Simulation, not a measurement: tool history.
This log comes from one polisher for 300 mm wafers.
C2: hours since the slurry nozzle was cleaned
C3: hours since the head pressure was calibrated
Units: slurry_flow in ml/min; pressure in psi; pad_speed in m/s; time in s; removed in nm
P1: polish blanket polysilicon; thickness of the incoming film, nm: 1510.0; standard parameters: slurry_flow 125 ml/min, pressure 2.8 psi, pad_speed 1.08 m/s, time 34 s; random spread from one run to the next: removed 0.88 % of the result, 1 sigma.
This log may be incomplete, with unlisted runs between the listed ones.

Run 1, hour 9.1: slurry_flow 125 ml/min, pressure 2.8 psi, pad_speed 1.08 m/s, time 34 s; wafers polished on this pad 766; C2 248.8; C3 192.2. Result: removed 251.4 nm.
Run 2, hour 24.4: slurry_flow 125 ml/min, pressure 2.8 psi, pad_speed 1.68 m/s, time 34 s; wafers polished on this pad 998; C2 264.1; C3 207.5. Result: removed 394.53 nm.
Run 3, hour 38: slurry_flow 180 ml/min, pressure 2.8 psi, pad_speed 1.54 m/s, time 34 s; wafers polished on this pad 1205; C2 277.7; C3 221.1. Result: removed 383.88 nm.
Run 4, hour 54.3: slurry_flow 125 ml/min, pressure 2.8 psi, pad_speed 0.6 m/s, time 34 s; wafers polished on this pad 1452; C2 294; C3 237.4. Result: removed 140.2 nm.
Run 5, hour 67.3: slurry_flow 125 ml/min, pressure 2.8 psi, pad_speed 1.08 m/s, time 34 s; wafers polished on this pad 1650; C2 307; C3 250.4. Result: removed 251.41 nm.
Run 6, hour 81.6: slurry_flow 170 ml/min, pressure 2.8 psi, pad_speed 1.08 m/s, time 49 s; wafers polished on this pad 1867; C2 321.3; C3 264.7. Result: removed 382.47 nm.
Run 7, hour 92.2: slurry_flow 125 ml/min, pressure 2.8 psi, pad_speed 1.08 m/s, time 18 s; wafers polished on this pad 2028; C2 331.9; C3 275.3. Result: removed 134.21 nm.
Run 8, hour 104.9: slurry_flow 125 ml/min, pressure 2.8 psi, pad_speed 1.08 m/s, time 34 s; wafers polished on this pad 2221; C2 344.6; C3 288. Result: removed 249.66 nm.
At hour 106.7: slurry nozzle cleaned.
Run 9, hour 114.6: slurry_flow 125 ml/min, pressure 2.8 psi, pad_speed 1.08 m/s, time 52 s; wafers polished on this pad 2368; C2 8; C3 297.7. Result: removed 380.74 nm.
Run 10, hour 122.7: slurry_flow 125 ml/min, pressure 2.1 psi, pad_speed 1.08 m/s, time 34 s; wafers polished on this pad 2491; C2 16.1; C3 305.8. Result: removed 186.36 nm.
Run 11, hour 133.2: slurry_flow 125 ml/min, pressure 2.8 psi, pad_speed 1.08 m/s, time 34 s; wafers polished on this pad 2651; C2 26.6; C3 316.3. Result: removed 252.53 nm.
Run 12, hour 148.2: slurry_flow 125 ml/min, pressure 4.3 psi, pad_speed 1.08 m/s, time 34 s; wafers polished on this pad 2879; C2 41.6; C3 331.3. Result: removed 388.38 nm.
Run 13, hour 156.7: slurry_flow 125 ml/min, pressure 1.4 psi, pad_speed 1.08 m/s, time 52 s; wafers polished on this pad 3008; C2 50.1; C3 339.8. Result: removed 192.92 nm.
Run 14, hour 169.4: slurry_flow 125 ml/min, pressure 2.8 psi, pad_speed 1.08 m/s, time 34 s; wafers polished on this pad 3201; C2 62.8; C3 352.5. Result: removed 251.6 nm.
Run 15, hour 180.5: slurry_flow 75 ml/min, pressure 2.8 psi, pad_speed 1.08 m/s, time 34 s; wafers polished on this pad 3370; C2 73.9; C3 363.6. Result: removed 217.87 nm.

Run 16 comes next. What will it give?
Run 16, hour 190.7: slurry_flow 165 ml/min, pressure 2.8 psi, pad_speed 1.08 m/s, time 34 s; wafers polished on this pad 3525; C2 84.1; C3 373.8. Result: removed ?.

removed: 267.54 nm
